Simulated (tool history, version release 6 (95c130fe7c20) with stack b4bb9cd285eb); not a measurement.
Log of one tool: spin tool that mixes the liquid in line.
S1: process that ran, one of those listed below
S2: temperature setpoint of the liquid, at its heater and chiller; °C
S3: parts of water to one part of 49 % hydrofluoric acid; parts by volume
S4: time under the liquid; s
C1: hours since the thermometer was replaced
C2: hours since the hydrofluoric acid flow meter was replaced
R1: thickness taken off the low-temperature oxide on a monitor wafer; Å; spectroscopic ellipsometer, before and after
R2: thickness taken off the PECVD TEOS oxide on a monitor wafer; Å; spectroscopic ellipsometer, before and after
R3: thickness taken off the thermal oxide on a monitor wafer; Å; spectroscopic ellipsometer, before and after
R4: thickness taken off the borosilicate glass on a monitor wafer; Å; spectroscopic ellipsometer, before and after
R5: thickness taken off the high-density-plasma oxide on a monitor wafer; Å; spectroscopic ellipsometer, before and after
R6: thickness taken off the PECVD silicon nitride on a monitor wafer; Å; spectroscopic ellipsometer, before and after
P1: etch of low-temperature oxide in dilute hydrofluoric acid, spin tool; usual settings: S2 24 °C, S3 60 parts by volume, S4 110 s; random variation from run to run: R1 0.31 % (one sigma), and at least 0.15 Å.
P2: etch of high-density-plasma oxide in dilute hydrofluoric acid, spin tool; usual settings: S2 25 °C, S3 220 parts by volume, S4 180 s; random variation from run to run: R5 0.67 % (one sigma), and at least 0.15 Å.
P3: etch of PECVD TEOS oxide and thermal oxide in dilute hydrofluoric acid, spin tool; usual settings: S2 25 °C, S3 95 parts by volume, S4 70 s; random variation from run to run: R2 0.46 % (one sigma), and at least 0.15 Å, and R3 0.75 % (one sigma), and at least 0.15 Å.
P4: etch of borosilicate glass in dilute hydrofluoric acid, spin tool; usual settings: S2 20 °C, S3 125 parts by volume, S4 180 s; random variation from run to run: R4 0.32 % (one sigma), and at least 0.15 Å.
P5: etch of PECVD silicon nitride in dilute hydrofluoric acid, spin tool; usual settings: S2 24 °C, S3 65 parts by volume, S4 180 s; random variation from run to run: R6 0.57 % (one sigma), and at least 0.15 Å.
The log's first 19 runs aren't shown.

run   hour  S1    S2   S3   S4     C1     C2      R1  R2  R3  R4      R5      R6
 20    117  P1  17.5   95  110     84  257.7  185.77
 21  122.8  P1    28   60  110   89.8  263.5  472.04
 22  128.7  P2  30.5  220  180   95.7  269.4                      50.184
 23  133.9  P1    24   60  110  100.9  274.6     401
 24  137.6  P5    18   65  180  104.6  278.3                              73.105
 25  142.1  P5    24   90  180  109.1  282.8                              79.375
 26  149.2  P1    24   60  110  116.2  289.9   398.1
 27  157.5  P5    24   65  290  124.5  298.2                               177.1
 28  163.3  P5    24   65  180  130.3    304                              109.61
 29  171.6  P1    24   95  110  138.6  312.3  242.41

Run 30 comes next. What will it give?
 30  177.4  P1  24  60  110  144.4  318.1   ?

{"run 30": {"R1": 400.58}}

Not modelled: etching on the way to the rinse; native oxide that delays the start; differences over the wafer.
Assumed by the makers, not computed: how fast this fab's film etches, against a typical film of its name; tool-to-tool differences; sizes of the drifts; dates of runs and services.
